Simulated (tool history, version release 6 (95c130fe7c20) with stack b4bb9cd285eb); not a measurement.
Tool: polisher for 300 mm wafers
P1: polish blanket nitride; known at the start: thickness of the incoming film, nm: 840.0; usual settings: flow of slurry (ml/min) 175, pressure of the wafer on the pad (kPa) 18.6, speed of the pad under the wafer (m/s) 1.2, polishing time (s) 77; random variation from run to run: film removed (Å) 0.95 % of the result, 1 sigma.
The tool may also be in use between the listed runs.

run	day	flow of slurry (ml/min)	pressure of the wafer on the pad (kPa)	speed of the pad under the wafer (m/s)	polishing time (s)	film removed (Å)
1	0.325	175	18.6	1.2	77	1362.1
2	0.662	175	18.6	1.2	77	1367.3
3	1.067	175	18.6	1.2	77	1370.8
4	1.354	175	18.6	1.2	43	760.44
5	1.912	175	18.6	1.2	77	1352
6	2.188	175	9.7	1.2	77	705.01
7	2.758	175	18.6	0.78	77	959.3
8	3.183	175	18.6	1.56	113	2447.3
9	3.592	240	18.6	1.2	77	1406.8
10	4.188	175	27.6	1.2	77	2004
11	4.496	175	18.6	1.2	114	2016.2
12	5.033	175	18.6	1.2	77	1359.5
13	5.388	105	18.6	1.2	77	1230
14	5.712	175	18.6	1.68	77	1763.4
15	6.279	175	18.6	1.2	77	1364.3
16	6.808	175	18.6	1.2	77	1303
17	7.225	175	18.6	1.2	77	1291.9
# day 7.729: head pressure recalibrated
18	7.821	175	18.6	1.2	77	1263.1
19	8.171	175	18.6	1.2	77	1224.6
20	8.471	175	18.6	1.2	77	1229.7
21	8.867	175	18.6	1.2	77	1251.9
22	9.371	175	18.6	1.2	77	1217.7
23	9.833	175	18.6	1.2	77	1256.6

Run 24 comes next. What will it give?
24	10.321	175	18.6	1.2	77	?

{"run 24": {"film removed (Å)": 1244.1}}

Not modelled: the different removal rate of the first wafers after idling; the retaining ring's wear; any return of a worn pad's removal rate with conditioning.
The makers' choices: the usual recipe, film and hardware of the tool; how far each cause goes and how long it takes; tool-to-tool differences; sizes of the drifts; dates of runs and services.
